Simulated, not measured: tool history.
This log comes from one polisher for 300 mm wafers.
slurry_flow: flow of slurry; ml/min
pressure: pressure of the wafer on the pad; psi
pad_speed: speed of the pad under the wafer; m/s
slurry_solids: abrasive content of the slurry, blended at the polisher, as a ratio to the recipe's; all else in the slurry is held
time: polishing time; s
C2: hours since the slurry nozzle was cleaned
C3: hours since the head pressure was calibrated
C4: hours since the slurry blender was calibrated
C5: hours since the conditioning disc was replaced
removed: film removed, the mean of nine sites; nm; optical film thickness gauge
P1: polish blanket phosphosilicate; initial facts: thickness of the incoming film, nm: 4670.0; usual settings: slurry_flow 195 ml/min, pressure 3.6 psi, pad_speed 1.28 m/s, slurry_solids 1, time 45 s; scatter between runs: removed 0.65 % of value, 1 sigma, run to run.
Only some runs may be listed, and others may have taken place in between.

Run 1, hour 5.7: slurry_flow 195 ml/min, pressure 3.6 psi, pad_speed 1.28 m/s, slurry_solids 1, time 45 s; wafers polished on this pad 530; C2 470.4; C3 578.1; C4 63.6; C5 123.3. Result: removed 597.37 nm.
Run 2, hour 17.4: slurry_flow 195 ml/min, pressure 3.6 psi, pad_speed 1.28 m/s, slurry_solids 0.65, time 45 s; wafers polished on this pad 639; C2 482.1; C3 589.8; C4 75.3; C5 135. Result: removed 480.08 nm.
Run 3, hour 27.1: slurry_flow 195 ml/min, pressure 5.6 psi, pad_speed 1.28 m/s, slurry_solids 1, time 45 s; wafers polished on this pad 729; C2 491.8; C3 599.5; C4 85; C5 144.7. Result: removed 934.22 nm.
Run 4, hour 39: slurry_flow 310 ml/min, pressure 3.6 psi, pad_speed 1.28 m/s, slurry_solids 1, time 45 s; wafers polished on this pad 840; C2 503.7; C3 611.4; C4 96.9; C5 156.6. Result: removed 641.81 nm.
Run 5, hour 45.8: slurry_flow 195 ml/min, pressure 3.6 psi, pad_speed 1.28 m/s, slurry_solids 1, time 20 s; wafers polished on this pad 903; C2 510.5; C3 618.2; C4 103.7; C5 163.4. Result: removed 266.23 nm.
Run 6, hour 56.5: slurry_flow 195 ml/min, pressure 3.6 psi, pad_speed 1.28 m/s, slurry_solids 1, time 45 s; wafers polished on this pad 1003; C2 521.2; C3 628.9; C4 114.4; C5 174.1. Result: removed 603.66 nm.
Run 7, hour 64.4: slurry_flow 195 ml/min, pressure 3.6 psi, pad_speed 1.28 m/s, slurry_solids 1, time 45 s; wafers polished on this pad 1076; C2 529.1; C3 636.8; C4 122.3; C5 182. Result: removed 596.81 nm.
Run 8, hour 75.9: slurry_flow 195 ml/min, pressure 3.6 psi, pad_speed 1.28 m/s, slurry_solids 1.45, time 45 s; wafers polished on this pad 1183; C2 540.6; C3 648.3; C4 133.8; C5 193.5. Result: removed 689.18 nm.
Run 9, hour 86.1: slurry_flow 260 ml/min, pressure 3.6 psi, pad_speed 0.92 m/s, slurry_solids 1, time 45 s; wafers polished on this pad 1278; C2 550.8; C3 658.5; C4 144; C5 203.7. Result: removed 477.17 nm.
Run 10, hour 97.4: slurry_flow 115 ml/min, pressure 3.6 psi, pad_speed 1.28 m/s, slurry_solids 1, time 45 s; wafers polished on this pad 1383; C2 562.1; C3 669.8; C4 155.3; C5 215. Result: removed 550.6 nm.
Run 11, hour 104.3: slurry_flow 195 ml/min, pressure 3.6 psi, pad_speed 0.76 m/s, slurry_solids 1, time 45 s; wafers polished on this pad 1447; C2 569; C3 676.7; C4 162.2; C5 221.9. Result: removed 392.66 nm.
Run 12, hour 112.6: slurry_flow 195 ml/min, pressure 3.6 psi, pad_speed 1.28 m/s, slurry_solids 1, time 45 s; wafers polished on this pad 1524; C2 577.3; C3 685; C4 170.5; C5 230.2. Result: removed 596.87 nm.
At hour 116.3: slurry nozzle cleaned.
Run 13, hour 118.8: slurry_flow 195 ml/min, pressure 1.8 psi, pad_speed 1.28 m/s, slurry_solids 1, time 45 s; wafers polished on this pad 1582; C2 2.6; C3 691.2; C4 176.7; C5 236.4. Result: removed 299.02 nm.
Run 14, hour 125.9: slurry_flow 195 ml/min, pressure 3.6 psi, pad_speed 1.82 m/s, slurry_solids 1, time 45 s; wafers polished on this pad 1648; C2 9.7; C3 698.3; C4 183.8; C5 243.5. Result: removed 800.56 nm.
Run 15, hour 132.3: slurry_flow 195 ml/min, pressure 3.6 psi, pad_speed 1.28 m/s, slurry_solids 1, time 45 s; wafers polished on this pad 1707; C2 16.1; C3 704.7; C4 190.2; C5 249.9. Result: removed 601.52 nm.
Run 16, hour 144.5: slurry_flow 195 ml/min, pressure 3.6 psi, pad_speed 1.28 m/s, slurry_solids 1, time 70 s; wafers polished on this pad 1821; C2 28.3; C3 716.9; C4 202.4; C5 262.1. Result: removed 927.25 nm.
Run 17, hour 155.6: slurry_flow 195 ml/min, pressure 3.6 psi, pad_speed 1.28 m/s, slurry_solids 1, time 45 s; wafers polished on this pad 1924; C2 39.4; C3 728; C4 213.5; C5 273.2. Result: removed 603.15 nm.
Run 18, hour 168.1: slurry_flow 195 ml/min, pressure 3.6 psi, pad_speed 1.28 m/s, slurry_solids 1, time 45 s; wafers polished on this pad 2040; C2 51.9; C3 740.5; C4 226; C5 285.7. Result: removed 558.91 nm.
Run 19, hour 176.9: slurry_flow 195 ml/min, pressure 3.6 psi, pad_speed 1.28 m/s, slurry_solids 1, time 45 s; wafers polished on this pad 2122; C2 60.7; C3 749.3; C4 234.8; C5 294.5. Result: removed 548.26 nm.
Run 20, hour 184.1: slurry_flow 195 ml/min, pressure 3.6 psi, pad_speed 1.28 m/s, slurry_solids 1, time 45 s; wafers polished on this pad 2189; C2 67.9; C3 756.5; C4 242; C5 301.7. Result: removed 545.74 nm.
Run 21, hour 193.8: slurry_flow 195 ml/min, pressure 3.6 psi, pad_speed 1.28 m/s, slurry_solids 1, time 45 s; wafers polished on this pad 2279; C2 77.6; C3 766.2; C4 251.7; C5 311.4. Result: removed 535.97 nm.
At hour 198.6: head pressure recalibrated.
Run 22, hour 203: slurry_flow 195 ml/min, pressure 3.6 psi, pad_speed 1.28 m/s, slurry_solids 1, time 45 s; wafers polished on this pad 2364; C2 86.8; C3 4.4; C4 260.9; C5 320.6. Result: removed 527.82 nm.
At hour 204.8: slurry nozzle cleaned.
At hour 211.2: conditioning disc replaced and pad reconditioned.
Run 23, hour 215.8: slurry_flow 195 ml/min, pressure 3.6 psi, pad_speed 1.28 m/s, slurry_solids 1, time 45 s; wafers polished on this pad 2483; C2 11.1; C3 17.2; C4 273.7; C5 4.6. Result: removed 526.68 nm.

Run 24 is up next; what results do you expect?
Run 24, hour 223.1: slurry_flow 195 ml/min, pressure 3.6 psi, pad_speed 1.28 m/s, slurry_solids 1, time 45 s; wafers polished on this pad 2551; C2 18.4; C3 24.5; C4 281; C5 11.9. Result: removed ?.

removed: 523.59 nm

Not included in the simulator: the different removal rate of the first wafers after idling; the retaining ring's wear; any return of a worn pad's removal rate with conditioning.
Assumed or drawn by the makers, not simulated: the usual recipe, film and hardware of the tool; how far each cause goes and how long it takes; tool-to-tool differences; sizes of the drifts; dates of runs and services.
